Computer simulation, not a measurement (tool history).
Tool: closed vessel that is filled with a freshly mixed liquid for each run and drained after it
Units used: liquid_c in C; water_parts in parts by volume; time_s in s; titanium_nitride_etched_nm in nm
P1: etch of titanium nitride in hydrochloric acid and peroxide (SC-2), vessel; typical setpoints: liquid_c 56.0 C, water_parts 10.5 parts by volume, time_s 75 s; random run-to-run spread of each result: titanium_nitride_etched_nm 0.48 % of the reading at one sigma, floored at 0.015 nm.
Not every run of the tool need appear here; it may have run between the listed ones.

Run 1, hour 4.0: liquid_c 56.0 C, water_parts 10.5 parts by volume, time_s 75 s. Result: titanium_nitride_etched_nm 4.8740 nm.
Run 2, hour 8.5: liquid_c 72.0 C, water_parts 10.5 parts by volume, time_s 75 s. Result: titanium_nitride_etched_nm 12.8770 nm.
Run 3, hour 12.3: liquid_c 56.0 C, water_parts 10.5 parts by volume, time_s 75 s. Result: titanium_nitride_etched_nm 4.8920 nm.
Run 4, hour 15.0: liquid_c 56.0 C, water_parts 10.5 parts by volume, time_s 75 s. Result: titanium_nitride_etched_nm 4.8722 nm.
Run 5, hour 18.1: liquid_c 56.0 C, water_parts 10.5 parts by volume, time_s 140 s. Result: titanium_nitride_etched_nm 9.0783 nm.
Run 6, hour 23.7: liquid_c 56.0 C, water_parts 4.0 parts by volume, time_s 75 s. Result: titanium_nitride_etched_nm 10.2000 nm.
Run 7, hour 28.8: liquid_c 56.0 C, water_parts 10.5 parts by volume, time_s 75 s. Result: titanium_nitride_etched_nm 4.9412 nm.
Run 8, hour 32.2: liquid_c 56.0 C, water_parts 10.5 parts by volume, time_s 75 s. Result: titanium_nitride_etched_nm 4.8685 nm.
Run 9, hour 35.4: liquid_c 43.0 C, water_parts 10.5 parts by volume, time_s 75 s. Result: titanium_nitride_etched_nm 2.0311 nm.
Run 10, hour 40.4: liquid_c 56.0 C, water_parts 17.5 parts by volume, time_s 45 s. Result: titanium_nitride_etched_nm 1.8736 nm.
Run 11, hour 45.4: liquid_c 56.0 C, water_parts 10.5 parts by volume, time_s 30 s. Result: titanium_nitride_etched_nm 1.9284 nm.
Run 12, hour 50.8: liquid_c 56.0 C, water_parts 18.5 parts by volume, time_s 75 s. Result: titanium_nitride_etched_nm 2.9845 nm.
Run 13, hour 55.2: liquid_c 62.5 C, water_parts 10.5 parts by volume, time_s 30 s. Result: titanium_nitride_etched_nm 2.9075 nm.
Run 14, hour 58.9: liquid_c 44.5 C, water_parts 4.0 parts by volume, time_s 75 s. Result: titanium_nitride_etched_nm 4.7796 nm.
Run 15, hour 63.2: liquid_c 56.0 C, water_parts 10.5 parts by volume, time_s 75 s. Result: titanium_nitride_etched_nm 4.8598 nm.
Run 16, hour 67.7: liquid_c 56.0 C, water_parts 10.5 parts by volume, time_s 75 s. Result: titanium_nitride_etched_nm 4.8541 nm.
Run 17, hour 70.7: liquid_c 56.0 C, water_parts 10.5 parts by volume, time_s 75 s. Result: titanium_nitride_etched_nm 4.9594 nm.

Predict the results of run 18:
Run 18, hour 75.9: liquid_c 56.0 C, water_parts 10.5 parts by volume, time_s 75 s. Result: titanium_nitride_etched_nm ?.

Run 18 yielded titanium_nitride_etched_nm 5.1531 nm.
